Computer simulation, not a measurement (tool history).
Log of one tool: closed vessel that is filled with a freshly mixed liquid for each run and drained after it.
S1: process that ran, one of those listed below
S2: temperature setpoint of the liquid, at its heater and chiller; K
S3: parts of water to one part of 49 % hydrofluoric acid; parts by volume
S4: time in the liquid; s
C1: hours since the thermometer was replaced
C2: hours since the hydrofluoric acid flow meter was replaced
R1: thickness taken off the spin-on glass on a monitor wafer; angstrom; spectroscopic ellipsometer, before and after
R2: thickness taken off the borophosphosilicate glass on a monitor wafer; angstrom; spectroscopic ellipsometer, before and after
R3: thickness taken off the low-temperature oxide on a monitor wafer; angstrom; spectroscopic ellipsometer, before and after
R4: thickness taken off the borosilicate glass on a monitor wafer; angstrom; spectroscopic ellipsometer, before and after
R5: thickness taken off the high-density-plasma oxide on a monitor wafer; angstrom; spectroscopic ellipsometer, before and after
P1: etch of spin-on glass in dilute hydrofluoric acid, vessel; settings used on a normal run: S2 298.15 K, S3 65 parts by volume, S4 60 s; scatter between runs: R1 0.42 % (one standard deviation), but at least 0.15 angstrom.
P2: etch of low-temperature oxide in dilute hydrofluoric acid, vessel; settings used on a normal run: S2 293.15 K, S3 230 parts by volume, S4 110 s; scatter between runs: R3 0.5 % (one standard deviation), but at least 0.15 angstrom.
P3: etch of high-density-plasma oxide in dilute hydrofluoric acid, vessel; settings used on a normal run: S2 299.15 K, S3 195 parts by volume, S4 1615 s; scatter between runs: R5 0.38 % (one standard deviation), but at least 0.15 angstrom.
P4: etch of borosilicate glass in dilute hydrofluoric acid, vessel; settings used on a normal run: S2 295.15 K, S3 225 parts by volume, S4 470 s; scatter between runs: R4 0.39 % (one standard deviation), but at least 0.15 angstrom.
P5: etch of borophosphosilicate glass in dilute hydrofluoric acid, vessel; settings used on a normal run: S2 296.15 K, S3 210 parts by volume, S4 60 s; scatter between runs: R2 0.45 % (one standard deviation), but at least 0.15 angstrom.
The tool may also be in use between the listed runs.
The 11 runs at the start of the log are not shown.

{"run": 12, "hour": 95.9, "S1": "P3", "S2": 294.65, "S3": 195, "S4": 1615, "C1": 32.3, "C2": 1234, "R5": 344.52}
{"run": 13, "hour": 105.4, "S1": "P4", "S2": 295.15, "S3": 225, "S4": 470, "C1": 41.8, "C2": 1243.5, "R4": 448.77}
{"run": 14, "hour": 115.4, "S1": "P2", "S2": 293.15, "S3": 230, "S4": 110, "C1": 51.8, "C2": 1253.5, "R3": 111.36}
{"run": 15, "hour": 124.4, "S1": "P4", "S2": 295.15, "S3": 225, "S4": 75, "C1": 60.8, "C2": 1262.5, "R4": 71.448}
{"run": 16, "hour": 132.9, "S1": "P1", "S2": 298.15, "S3": 65, "S4": 60, "C1": 69.3, "C2": 1271, "R1": 470.84}
{"run": 17, "hour": 140.1, "S1": "P3", "S2": 299.15, "S3": 355, "S4": 1615, "C1": 76.5, "C2": 1278.2, "R5": 190.21}
{"run": 18, "hour": 148.1, "S1": "P5", "S2": 296.15, "S3": 210, "S4": 60, "C1": 84.5, "C2": 1286.2, "R2": 122.82}
{"hour": 152.7, "done": "hydrofluoric acid flow meter replaced"}
{"run": 19, "hour": 154.1, "S1": "P3", "S2": 299.15, "S3": 195, "S4": 725, "C1": 90.5, "C2": 1.4, "R5": 183.82}
{"run": 20, "hour": 160.7, "S1": "P2", "S2": 293.15, "S3": 40, "S4": 110, "C1": 97.1, "C2": 8, "R3": 779.99}
{"run": 21, "hour": 168.7, "S1": "P1", "S2": 292.15, "S3": 65, "S4": 60, "C1": 105.1, "C2": 16, "R1": 372.19}
{"run": 22, "hour": 173.9, "S1": "P1", "S2": 298.15, "S3": 65, "S4": 60, "C1": 110.3, "C2": 21.2, "R1": 473.22}
{"run": 23, "hour": 183.4, "S1": "P1", "S2": 298.15, "S3": 100, "S4": 60, "C1": 119.8, "C2": 30.7, "R1": 292.86}
{"run": 24, "hour": 188.1, "S1": "P4", "S2": 295.15, "S3": 110, "S4": 470, "C1": 124.5, "C2": 35.4, "R4": 1039.2}
{"run": 25, "hour": 195.3, "S1": "P1", "S2": 298.15, "S3": 65, "S4": 60, "C1": 131.7, "C2": 42.6, "R1": 473.96}
{"run": 26, "hour": 204.1, "S1": "P1", "S2": 298.15, "S3": 65, "S4": 60, "C1": 140.5, "C2": 51.4, "R1": 470.26}

Run 27 has not been measured yet. What should we expect?
{"run": 27, "hour": 211.4, "S1": "P4", "S2": 290.15, "S3": 225, "S4": 470, "C1": 147.8, "C2": 58.7, "R4": "?"}

R4: 373.2 angstrom
